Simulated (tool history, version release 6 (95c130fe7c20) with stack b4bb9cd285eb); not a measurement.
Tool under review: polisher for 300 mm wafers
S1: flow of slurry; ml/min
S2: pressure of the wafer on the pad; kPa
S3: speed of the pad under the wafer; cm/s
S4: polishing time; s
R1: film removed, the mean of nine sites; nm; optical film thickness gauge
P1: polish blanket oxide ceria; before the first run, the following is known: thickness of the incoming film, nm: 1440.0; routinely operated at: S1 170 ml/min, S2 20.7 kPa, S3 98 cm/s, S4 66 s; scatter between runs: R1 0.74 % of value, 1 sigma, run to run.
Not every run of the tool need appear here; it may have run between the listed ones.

| run | hour | S1 | S2 | S3 | S4 | R1 |
|---|---|---|---|---|---|---|
| 1 | 8.2 | 170 | 20.7 | 98 | 66 | 233.79 |
| 2 | 12.8 | 170 | 13.8 | 98 | 50 | 117.63 |
| 3 | 19.7 | 170 | 20.7 | 44 | 66 | 103.68 |
|  | 23.7 | worn pad replaced by a new one |
| 4 | 26.4 | 230 | 20.7 | 98 | 66 | 239.25 |
| 5 | 33 | 170 | 20.7 | 98 | 47 | 164.73 |
| 6 | 38.1 | 170 | 20.7 | 126 | 66 | 296.43 |
| 7 | 42.9 | 170 | 20.7 | 98 | 66 | 236.09 |
| 8 | 50.5 | 170 | 20.7 | 98 | 96 | 340.34 |
| 9 | 56.3 | 170 | 20.7 | 98 | 66 | 235.37 |
| 10 | 63.9 | 170 | 20.7 | 98 | 66 | 231.18 |
|  | 68.9 | slurry nozzle cleaned |
| 11 | 69.1 | 170 | 10.3 | 98 | 66 | 118.05 |
| 12 | 75.9 | 170 | 28.3 | 98 | 66 | 319.27 |
| 13 | 83 | 125 | 11.7 | 98 | 66 | 125.58 |
| 14 | 87.1 | 100 | 20.7 | 98 | 66 | 213.27 |
| 15 | 94.4 | 170 | 20.7 | 98 | 66 | 232.92 |
| 16 | 101.9 | 105 | 20.7 | 126 | 66 | 275.04 |
| 17 | 106.5 | 170 | 20.7 | 98 | 66 | 234.02 |
| 18 | 113.5 | 170 | 20.7 | 98 | 66 | 225.66 |
| 19 | 119.6 | 170 | 20.7 | 98 | 66 | 220.6 |
|  | 122.5 | worn pad replaced by a new one |
| 20 | 126.4 | 170 | 20.7 | 98 | 66 | 219.75 |
| 21 | 132.8 | 170 | 20.7 | 98 | 66 | 219.31 |
| 22 | 141.3 | 170 | 20.7 | 98 | 66 | 216.76 |
| 23 | 146.4 | 170 | 20.7 | 98 | 66 | 217.87 |
| 24 | 150.3 | 170 | 20.7 | 98 | 66 | 216.15 |

P1 no longer gives what it gave before; its output has crept away from where it was. The following 2 causes, each at its listed size, fit the log equally well:
A: head's pressure below its setpoint, % = 7.11
B: slurry flow missing at the pad, % = 32.9
The onset of the drift is placed at about hour 106.5.
Ruled out, with reasons:
removal rate lost through wear of the pad, %: serviced after onset, at hour 122.5, with no recovery of the prior output

Which of the check runs below tells the causes apart, meaning the causes would give it clearly different results? Each run uses 3 wafers whose results are averaged, and each result is shown as a question mark.
| check 1 | 154.2 | 170 | 15.9 | 98 | 66 | ? |
| check 2 | 154.2 | 110 | 20.7 | 98 | 66 | ? |
| check 3 | 154.2 | 170 | 28.3 | 58 | 66 | ? |
| check 4 | 154.2 | 170 | 20.7 | 78 | 66 | ? |

Expected result of each check under each candidate cause:
| check | result | if A | if B |
|---|---|---|---|
| check 1 | R1 | 166.87 | 166.87 |
| check 2 | R1 | 200.54 | 193.64 |
| check 3 | R1 | 176.05 | 176.05 |
| check 4 | R1 | 173.24 | 173.23 |
How far apart the two closest causes lie, in the result that separates them most: check 1 0 %; check 2 3.5 %; check 3 0 %; check 4 0 %
Only check 2 tells the causes apart: in the others they would give nearly the same result.

Running check 2 produced the following: R1 199.44 nm. Which one of the listed causes fits?

Of the candidate causes, it is A: head's pressure below its setpoint, %.
